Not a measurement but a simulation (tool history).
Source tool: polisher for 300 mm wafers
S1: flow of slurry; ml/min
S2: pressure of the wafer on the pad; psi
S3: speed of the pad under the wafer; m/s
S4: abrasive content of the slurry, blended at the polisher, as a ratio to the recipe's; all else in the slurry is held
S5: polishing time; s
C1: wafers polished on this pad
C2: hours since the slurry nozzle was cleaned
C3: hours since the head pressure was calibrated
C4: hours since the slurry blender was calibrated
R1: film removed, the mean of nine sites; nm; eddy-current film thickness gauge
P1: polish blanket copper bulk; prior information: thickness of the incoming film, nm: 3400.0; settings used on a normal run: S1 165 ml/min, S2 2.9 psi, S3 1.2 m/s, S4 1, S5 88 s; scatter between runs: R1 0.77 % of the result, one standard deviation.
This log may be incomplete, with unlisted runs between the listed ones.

run,day,S1,S2,S3,S4,S5,C1,C2,C3,C4,R1
1,0.533,165,2.9,1.2,1,88,281,171.9,970,72.2,1060.1
2,0.979,165,2.9,1.64,1,123,347,182.6,980.7,82.9,2054
3,1.458,165,2.9,1.2,1,88,418,194.1,992.2,94.4,1078.9
4,2.004,215,2.9,1.2,1,88,499,207.2,1005.3,107.5,1109.3
5,2.533,165,2.9,1.2,1,136,577,219.9,1018,120.2,1638.8
6,2.992,165,1.3,1.2,1,88,645,230.9,1029,131.2,480.32
7,3.383,165,2.9,1.2,1,88,703,240.3,1038.4,140.6,1063.9
8,3.825,165,2.9,1.2,1,88,768,250.9,1049,151.2,1066.8
9,4.075,165,2.9,1.2,0.6,88,806,256.9,1055,157.2,966.88
10,4.558,165,4.4,1.2,1,88,877,268.5,1066.6,168.8,1601.6
11,4.967,100,3.6,1.2,1,88,938,278.3,1076.4,178.6,1202.1
12,5.371,100,2.9,1.2,1,88,997,288,1086.1,188.3,964.39
13,5.712,165,2.9,1.86,1,88,1048,296.2,1094.3,196.5,1631.5
14,5.958,165,2.9,1.2,0.6,49,1084,302.1,1100.2,202.4,532.72
15,6.388,165,2.9,1.2,1,48,1148,312.4,1110.5,212.7,588.46
16,6.875,165,2.9,1.2,1,88,1220,324.1,1122.2,224.4,1060.4
17,7.317,165,2.9,1.2,1.45,88,1286,334.7,1132.8,235,1163
18,7.617,165,2.9,0.74,1,88,1330,341.9,1140,242.2,660.07
19,8.104,165,2.9,1.2,1,88,1402,353.6,1151.7,253.9,1069.9
20,8.542,165,2.9,1.2,1,88,1467,364.1,1162.2,264.4,1027.4
21,9.079,165,2.9,1.2,1,88,1547,377,1175.1,277.3,1006.6
22,9.521,165,2.9,1.2,1,88,1612,387.6,1185.7,287.9,988.45
# day 9.604: slurry blender recalibrated
# day 9.75: head pressure recalibrated
23,9.783,165,2.9,1.2,1,88,1651,393.9,0.8,4.4,989.82
24,10.329,165,2.9,1.2,1,88,1732,407,13.9,17.5,974.78

For run 25, what comes out?
25,10.683,165,2.9,1.2,1,88,1784,415.5,22.4,26,?

R1: 973.96 nm
